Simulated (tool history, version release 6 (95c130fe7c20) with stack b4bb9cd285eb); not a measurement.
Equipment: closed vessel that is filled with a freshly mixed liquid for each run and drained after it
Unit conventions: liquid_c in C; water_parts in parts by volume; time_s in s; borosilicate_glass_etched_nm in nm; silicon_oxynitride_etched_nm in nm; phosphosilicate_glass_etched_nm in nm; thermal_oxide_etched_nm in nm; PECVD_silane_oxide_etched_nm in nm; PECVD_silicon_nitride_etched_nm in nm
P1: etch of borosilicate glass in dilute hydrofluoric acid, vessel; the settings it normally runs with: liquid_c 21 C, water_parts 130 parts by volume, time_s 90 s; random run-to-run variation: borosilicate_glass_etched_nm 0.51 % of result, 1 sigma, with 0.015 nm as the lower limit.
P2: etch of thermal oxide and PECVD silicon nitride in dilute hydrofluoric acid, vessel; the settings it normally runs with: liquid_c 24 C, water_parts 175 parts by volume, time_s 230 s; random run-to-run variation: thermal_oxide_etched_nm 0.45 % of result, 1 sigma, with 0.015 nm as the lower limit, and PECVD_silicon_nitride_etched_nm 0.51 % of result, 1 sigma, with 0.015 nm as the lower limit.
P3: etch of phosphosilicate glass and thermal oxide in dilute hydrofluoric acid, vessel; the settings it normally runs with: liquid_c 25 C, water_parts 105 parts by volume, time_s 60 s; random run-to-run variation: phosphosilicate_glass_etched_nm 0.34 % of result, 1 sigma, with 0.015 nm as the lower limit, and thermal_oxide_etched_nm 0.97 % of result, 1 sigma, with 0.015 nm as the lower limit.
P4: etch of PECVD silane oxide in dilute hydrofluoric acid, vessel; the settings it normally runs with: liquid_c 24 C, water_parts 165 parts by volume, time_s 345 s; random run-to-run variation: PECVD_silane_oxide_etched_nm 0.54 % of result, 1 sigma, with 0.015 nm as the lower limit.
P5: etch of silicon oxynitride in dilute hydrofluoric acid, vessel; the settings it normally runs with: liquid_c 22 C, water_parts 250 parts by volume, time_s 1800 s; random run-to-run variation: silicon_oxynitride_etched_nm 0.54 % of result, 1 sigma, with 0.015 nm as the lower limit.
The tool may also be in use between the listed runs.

run   hour  process  liquid_c  water_parts  time_s  hours since the thermometer was replaced  hours since the hydrofluoric acid flow meter was replaced  borosilicate_glass_etched_nm  silicon_oxynitride_etched_nm  phosphosilicate_glass_etched_nm  thermal_oxide_etched_nm  PECVD_silane_oxide_etched_nm  PECVD_silicon_nitride_etched_nm
  1   10.0       P1        21          130      90                                    1883.9                                                      344.2                       16.5000
  2   25.0       P5        22          250    2595                                    1898.9                                                      359.2                                                     12.1950
  3   39.7       P5        17          250    1800                                    1913.6                                                      373.9                                                      6.7013
  4   55.2       P3        25          105      30                                    1929.1                                                      389.4                                                                                       19.253                   1.3686
  5   71.0       P5        22          110    1800                                    1944.9                                                      405.2                                                     21.1940
  6   80.4       P4        24          165     615                                    1954.3                                                      414.6                                                                                                                                              56.402
  7   90.3       P1        25          130      90                                    1964.2                                                      424.5                       19.2210
  8  104.1       P1        21          130      30                                    1978.0                                                      438.3                        5.4614
  9  118.3       P2        24          175     230                                    1992.2                                                      452.5                                                                                                                5.4922                                                         4.1614
 10  130.9       P1        21          130     160                                    2004.8                                                      465.1                       29.0410
 11  146.6       P1        17          130      90                                    2020.5                                                      480.8                       13.8700
 12  159.8       P1        21           35      90                                    2033.7                                                      494.0                       68.0570
 13  169.2       P3        19          105      60                                    2043.1                                                      503.4                                                                                       30.101                   2.1739
 14  177.8       P1        21          130      90                                    2051.7                                                      512.0                       16.4510
 15  192.6       P2        17          175     230                                    2066.5                                                      526.8                                                                                                                4.1845                                                         2.5959
 16  210.8       P2        24          175     110                                    2084.7                                                      545.0                                                                                                                2.6237                                                         1.9728
 17  225.0       P1        21          130      90                                    2098.9                                                      559.2                       16.1900
 18  234.0       P3        25          105      60                                    2107.9                                                      568.2                                                                                       38.679                   2.6745
 19  242.5       P2        24          275     230                                    2116.4                                                      576.7                                                                                                                3.1280                                                         2.6638
 20  259.1       P4        24           60     345                                    2133.0                                                      593.3                                                                                                                                              98.443
 21  273.7       P4        24          165     345                                    2147.6                                                      607.9                                                                                                                                              31.371
 22  282.6       P1        21          225      90                                    2156.5                                                      616.8                        8.5322
 23  295.7       P1        21          130      90                                    2169.6                                                      629.9                       16.3990
 24  311.4       P4        20          165     345                                    2185.3                                                      645.6                                                                                                                                              26.938
 25  327.4       P3        25           30      60                                    2201.3                                                      661.6                                                                                      149.380                  10.5960
 26  338.3       P5        22          250    1800                                    2212.2                                                      672.5                                                      8.4209
 27  347.1       P1        21          225      45                                    2221.0                                                      681.3                        4.2864
 28  361.3       P2        24          175     230                                    2235.2                                                      695.5                                                                                                                5.4180                                                         4.1510
 29  372.5       P1        21          130      90                                    2246.4                                                      706.7                       16.4010
 30  382.6       P1        21          130      90                                    2256.5                                                      716.8                       16.1530
 31  395.2       P1        21          130      90                                    2269.1                                                      729.4                       15.7720
 32  404.3       P1        21          130      90                                    2278.2                                                      738.5                       15.7560
 33  412.6       P1        21          130      90                                    2286.5                                                      746.8                       15.6530
 34  424.1       P1        21          130      90                                    2298.0                                                      758.3                       15.5440
 35  437.3       P1        21          130      90                                    2311.2                                                      771.5                       15.6510
 36  447.4       P1        21          130      90                                    2321.3                                                      781.6                       15.4740
 37  456.2       P1        21          130      90                                    2330.1                                                      790.4                       15.4610
 38  471.9       P1        21          130      90                                    2345.8                                                      806.1                       15.5310

P1 has crept away from where it was. The log is fitted equally well by each of these 2 causes, at the sizes shown:
A: liquid colder than its thermometer reads (K) = 1.47
B: hydrofluoric acid flow below the setpoint (%) = 5
The drift started at roughly hour 372.5.

Which of the 4 check runs listed below, each an average over 2 wafers with its results shown as question marks, gives clearly different results under the different listed causes?
check 1  487.6       P3        25          105      60                                                                                                                                                                                                 ?                        ?
check 2  487.6       P5        22          250    1800                                                                                                                                                                ?
check 3  487.6       P2        24          175     230                                                                                                                                                                                                                          ?                                                              ?
check 4  487.6       P4        24          165     345                                                                                                                                                                                                                                                        ?

How each check would come out, cause by cause:
  check                           result    if A    if B
check 1  phosphosilicate_glass_etched_nm  36.410  36.399
check 1          thermal_oxide_etched_nm  2.5478  2.5470
check 2     silicon_oxynitride_etched_nm  7.8950  7.9404
check 3          thermal_oxide_etched_nm  5.1671  5.1374
check 3  PECVD_silicon_nitride_etched_nm  3.7555  3.9234
check 4     PECVD_silane_oxide_etched_nm  29.716  29.571
Minimum pairwise separation of causes per check, each pair taken at its best-separating result: check 1 0.03 %; check 2 0.57 %; check 3 4.37 %; check 4 0.49 %
The other checks would show nearly matching results whichever cause is true, so check 3 is the only one that separates the causes.

Here is what check 3 returned: thermal_oxide_etched_nm 5.1104 nm; PECVD_silicon_nitride_etched_nm 3.9273 nm. Which cause is it?

B is the cause: hydrofluoric acid flow below the setpoint (%).

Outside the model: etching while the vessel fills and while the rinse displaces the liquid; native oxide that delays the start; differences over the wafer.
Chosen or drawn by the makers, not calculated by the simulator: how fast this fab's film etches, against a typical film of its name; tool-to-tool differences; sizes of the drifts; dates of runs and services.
